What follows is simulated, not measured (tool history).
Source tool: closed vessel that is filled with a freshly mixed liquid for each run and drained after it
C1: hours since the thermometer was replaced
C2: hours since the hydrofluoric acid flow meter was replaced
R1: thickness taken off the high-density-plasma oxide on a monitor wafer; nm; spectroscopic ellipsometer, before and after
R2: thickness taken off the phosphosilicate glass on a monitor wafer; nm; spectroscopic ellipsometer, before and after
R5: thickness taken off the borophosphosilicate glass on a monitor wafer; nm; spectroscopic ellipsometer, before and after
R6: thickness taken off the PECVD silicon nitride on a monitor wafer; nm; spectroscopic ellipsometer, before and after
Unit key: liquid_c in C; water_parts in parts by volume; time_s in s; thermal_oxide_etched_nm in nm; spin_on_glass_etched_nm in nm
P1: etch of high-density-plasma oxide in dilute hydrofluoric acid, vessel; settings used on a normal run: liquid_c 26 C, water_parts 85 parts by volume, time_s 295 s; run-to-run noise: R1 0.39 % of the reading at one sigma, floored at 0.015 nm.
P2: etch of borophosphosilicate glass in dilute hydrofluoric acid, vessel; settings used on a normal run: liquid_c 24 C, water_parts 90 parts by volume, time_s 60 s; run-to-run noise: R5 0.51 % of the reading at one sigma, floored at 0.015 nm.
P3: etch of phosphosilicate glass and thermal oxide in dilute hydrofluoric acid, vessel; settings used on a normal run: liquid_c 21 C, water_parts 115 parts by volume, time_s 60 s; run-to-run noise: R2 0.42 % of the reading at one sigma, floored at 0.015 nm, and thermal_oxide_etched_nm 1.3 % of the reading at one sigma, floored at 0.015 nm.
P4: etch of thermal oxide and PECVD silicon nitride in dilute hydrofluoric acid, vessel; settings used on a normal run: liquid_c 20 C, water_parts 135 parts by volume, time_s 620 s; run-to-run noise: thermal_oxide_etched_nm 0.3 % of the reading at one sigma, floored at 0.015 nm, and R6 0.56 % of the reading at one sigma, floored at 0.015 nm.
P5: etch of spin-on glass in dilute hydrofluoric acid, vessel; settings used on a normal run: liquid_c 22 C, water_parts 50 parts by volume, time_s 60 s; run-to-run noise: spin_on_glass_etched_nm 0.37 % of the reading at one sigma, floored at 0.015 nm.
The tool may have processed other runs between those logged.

{"run": 1, "hour": 15.0, "process": "P1", "liquid_c": 26, "water_parts": 85, "time_s": 295, "C1": 1337.3, "C2": 598.1, "R1": 24.698}
{"run": 2, "hour": 30.7, "process": "P3", "liquid_c": 21, "water_parts": 115, "time_s": 60, "C1": 1353, "C2": 613.8, "R2": 58.703, "thermal_oxide_etched_nm": 2.1793}
{"run": 3, "hour": 41.5, "process": "P1", "liquid_c": 26, "water_parts": 85, "time_s": 295, "C1": 1363.8, "C2": 624.6, "R1": 24.857}
{"run": 4, "hour": 54.4, "process": "P3", "liquid_c": 21, "water_parts": 190, "time_s": 60, "C1": 1376.7, "C2": 637.5, "R2": 32.845, "thermal_oxide_etched_nm": 1.2633}
{"run": 5, "hour": 67.5, "process": "P5", "liquid_c": 29, "water_parts": 50, "time_s": 60, "C1": 1389.8, "C2": 650.6, "spin_on_glass_etched_nm": 110.04}
{"run": 6, "hour": 83.2, "process": "P1", "liquid_c": 26, "water_parts": 85, "time_s": 295, "C1": 1405.5, "C2": 666.3, "R1": 24.75}
{"run": 7, "hour": 90.9, "process": "P3", "liquid_c": 21, "water_parts": 115, "time_s": 60, "C1": 1413.2, "C2": 674, "R2": 58.28, "thermal_oxide_etched_nm": 2.1843}
{"run": 8, "hour": 99.3, "process": "P1", "liquid_c": 26, "water_parts": 120, "time_s": 295, "C1": 1421.6, "C2": 682.4, "R1": 16.688}
{"hour": 106.8, "done": "hydrofluoric acid flow meter replaced"}
{"run": 9, "hour": 109.7, "process": "P1", "liquid_c": 20.5, "water_parts": 85, "time_s": 295, "C1": 1432, "C2": 3, "R1": 19.751}
{"run": 10, "hour": 125.3, "process": "P1", "liquid_c": 26, "water_parts": 85, "time_s": 295, "C1": 1447.6, "C2": 18.6, "R1": 24.795}
{"run": 11, "hour": 135.3, "process": "P2", "liquid_c": 24, "water_parts": 90, "time_s": 30, "C1": 1457.6, "C2": 28.6, "R5": 19.489}
{"run": 12, "hour": 145.8, "process": "P1", "liquid_c": 31.5, "water_parts": 85, "time_s": 180, "C1": 1468.1, "C2": 39.1, "R1": 18.867}
{"run": 13, "hour": 159.6, "process": "P5", "liquid_c": 22, "water_parts": 50, "time_s": 60, "C1": 1481.9, "C2": 52.9, "spin_on_glass_etched_nm": 81.949}
{"run": 14, "hour": 170.1, "process": "P1", "liquid_c": 26, "water_parts": 85, "time_s": 295, "C1": 1492.4, "C2": 63.4, "R1": 24.795}
{"run": 15, "hour": 181.0, "process": "P2", "liquid_c": 24, "water_parts": 125, "time_s": 60, "C1": 1503.3, "C2": 74.3, "R5": 26.79}
{"run": 16, "hour": 196.3, "process": "P2", "liquid_c": 24, "water_parts": 90, "time_s": 60, "C1": 1518.6, "C2": 89.6, "R5": 38.847}
{"run": 17, "hour": 208.7, "process": "P4", "liquid_c": 20, "water_parts": 135, "time_s": 620, "C1": 1531, "C2": 102, "thermal_oxide_etched_nm": 18.307, "R6": 18.806}
{"run": 18, "hour": 221.2, "process": "P4", "liquid_c": 20, "water_parts": 135, "time_s": 985, "C1": 1543.5, "C2": 114.5, "thermal_oxide_etched_nm": 28.909, "R6": 29.75}
{"run": 19, "hour": 230.0, "process": "P5", "liquid_c": 22, "water_parts": 90, "time_s": 60, "C1": 1552.3, "C2": 123.3, "spin_on_glass_etched_nm": 43.546}
{"run": 20, "hour": 238.5, "process": "P1", "liquid_c": 26, "water_parts": 85, "time_s": 430, "C1": 1560.8, "C2": 131.8, "R1": 36.114}
{"run": 21, "hour": 248.6, "process": "P1", "liquid_c": 26, "water_parts": 85, "time_s": 65, "C1": 1570.9, "C2": 141.9, "R1": 5.4113}
{"run": 22, "hour": 258.0, "process": "P1", "liquid_c": 26, "water_parts": 85, "time_s": 295, "C1": 1580.3, "C2": 151.3, "R1": 24.73}
{"run": 23, "hour": 273.3, "process": "P4", "liquid_c": 20, "water_parts": 230, "time_s": 620, "C1": 1595.6, "C2": 166.6, "thermal_oxide_etched_nm": 9.6989, "R6": 11.098}
{"run": 24, "hour": 284.4, "process": "P3", "liquid_c": 21, "water_parts": 115, "time_s": 30, "C1": 1606.7, "C2": 177.7, "R2": 29.293, "thermal_oxide_etched_nm": 1.1025}
{"run": 25, "hour": 294.4, "process": "P3", "liquid_c": 17, "water_parts": 115, "time_s": 60, "C1": 1616.7, "C2": 187.7, "R2": 49.168, "thermal_oxide_etched_nm": 1.8218}
{"run": 26, "hour": 304.4, "process": "P1", "liquid_c": 26, "water_parts": 35, "time_s": 295, "C1": 1626.7, "C2": 197.7, "R1": 63.965}
{"run": 27, "hour": 314.0, "process": "P1", "liquid_c": 31.5, "water_parts": 85, "time_s": 295, "C1": 1636.3, "C2": 207.3, "R1": 30.881}
{"run": 28, "hour": 321.1, "process": "P2", "liquid_c": 28.5, "water_parts": 90, "time_s": 60, "C1": 1643.4, "C2": 214.4, "R5": 46.116}
{"run": 29, "hour": 331.5, "process": "P4", "liquid_c": 26.5, "water_parts": 135, "time_s": 620, "C1": 1653.8, "C2": 224.8, "thermal_oxide_etched_nm": 23.296, "R6": 28.671}
{"run": 30, "hour": 338.4, "process": "P5", "liquid_c": 22, "water_parts": 50, "time_s": 30, "C1": 1660.7, "C2": 231.7, "spin_on_glass_etched_nm": 41.333}
{"run": 31, "hour": 348.7, "process": "P4", "liquid_c": 20, "water_parts": 135, "time_s": 620, "C1": 1671, "C2": 242, "thermal_oxide_etched_nm": 18.13, "R6": 18.784}
{"run": 32, "hour": 359.4, "process": "P1", "liquid_c": 26, "water_parts": 85, "time_s": 295, "C1": 1681.7, "C2": 252.7, "R1": 24.752}
{"run": 33, "hour": 367.4, "process": "P1", "liquid_c": 26, "water_parts": 85, "time_s": 295, "C1": 1689.7, "C2": 260.7, "R1": 23.81}
{"run": 34, "hour": 381.5, "process": "P1", "liquid_c": 26, "water_parts": 85, "time_s": 295, "C1": 1703.8, "C2": 274.8, "R1": 23.295}
{"run": 35, "hour": 390.9, "process": "P1", "liquid_c": 26, "water_parts": 85, "time_s": 295, "C1": 1713.2, "C2": 284.2, "R1": 22.975}
{"run": 36, "hour": 400.4, "process": "P1", "liquid_c": 26, "water_parts": 85, "time_s": 295, "C1": 1722.7, "C2": 293.7, "R1": 22.77}
{"run": 37, "hour": 415.9, "process": "P1", "liquid_c": 26, "water_parts": 85, "time_s": 295, "C1": 1738.2, "C2": 309.2, "R1": 22.488}
{"run": 38, "hour": 430.8, "process": "P1", "liquid_c": 26, "water_parts": 85, "time_s": 295, "C1": 1753.1, "C2": 324.1, "R1": 22.472}
{"run": 39, "hour": 443.3, "process": "P1", "liquid_c": 26, "water_parts": 85, "time_s": 295, "C1": 1765.6, "C2": 336.6, "R1": 22.498}

The output of P1 has drifted from where it used to be. Each of the 2 causes below, taken at the size shown beside it, accounts for the log equally well:
A: hydrofluoric acid flow below the setpoint (%) = 8.22
B: liquid colder than its thermometer reads (K) = 2.41
Creep in the process output first set in at about hour 359.4.

Which of the 4 check runs listed below separates the causes, so that each cause would produce a clearly different result? Each run uses one wafer, and its results are marked with question marks.
{"run": "check 1", "hour": 455.8, "process": "P2", "liquid_c": 24, "water_parts": 115, "time_s": 60, "R5": "?"}
{"run": "check 2", "hour": 455.8, "process": "P3", "liquid_c": 18, "water_parts": 115, "time_s": 30, "R2": "?", "thermal_oxide_etched_nm": "?"}
{"run": "check 3", "hour": 455.8, "process": "P5", "liquid_c": 26, "water_parts": 85, "time_s": 60, "spin_on_glass_etched_nm": "?"}
{"run": "check 4", "hour": 455.8, "process": "P4", "liquid_c": 20, "water_parts": 225, "time_s": 855, "thermal_oxide_etched_nm": "?", "R6": "?"}

What each check would give under each cause:
check=check_1 result=R5 if_A=26.8 if_B=26.868
check=check_2 result=R2 if_A=23.489 if_B=23.383
check=check_2 result=thermal_oxide_etched_nm if_A=0.86316 if_B=0.85924
check=check_3 result=spin_on_glass_etched_nm if_A=49.503 if_B=49.495
check=check_4 result=thermal_oxide_etched_nm if_A=12.354 if_B=12.501
check=check_4 result=R6 if_A=14.456 if_B=13.405
Per-check spread between the two closest causes, in the result where they differ most: check 1 0.25 %; check 2 0.46 %; check 3 0.02 %; check 4 7.54 %
Check 4 distinguishes between the causes, while the remaining checks would return nearly the same result for all of them.

After running check 4, the following was obtained: thermal_oxide_etched_nm 12.462 nm; R6 13.426 nm. Which cause does this point to?

Of the candidate causes, it is B: liquid colder than its thermometer reads (K).
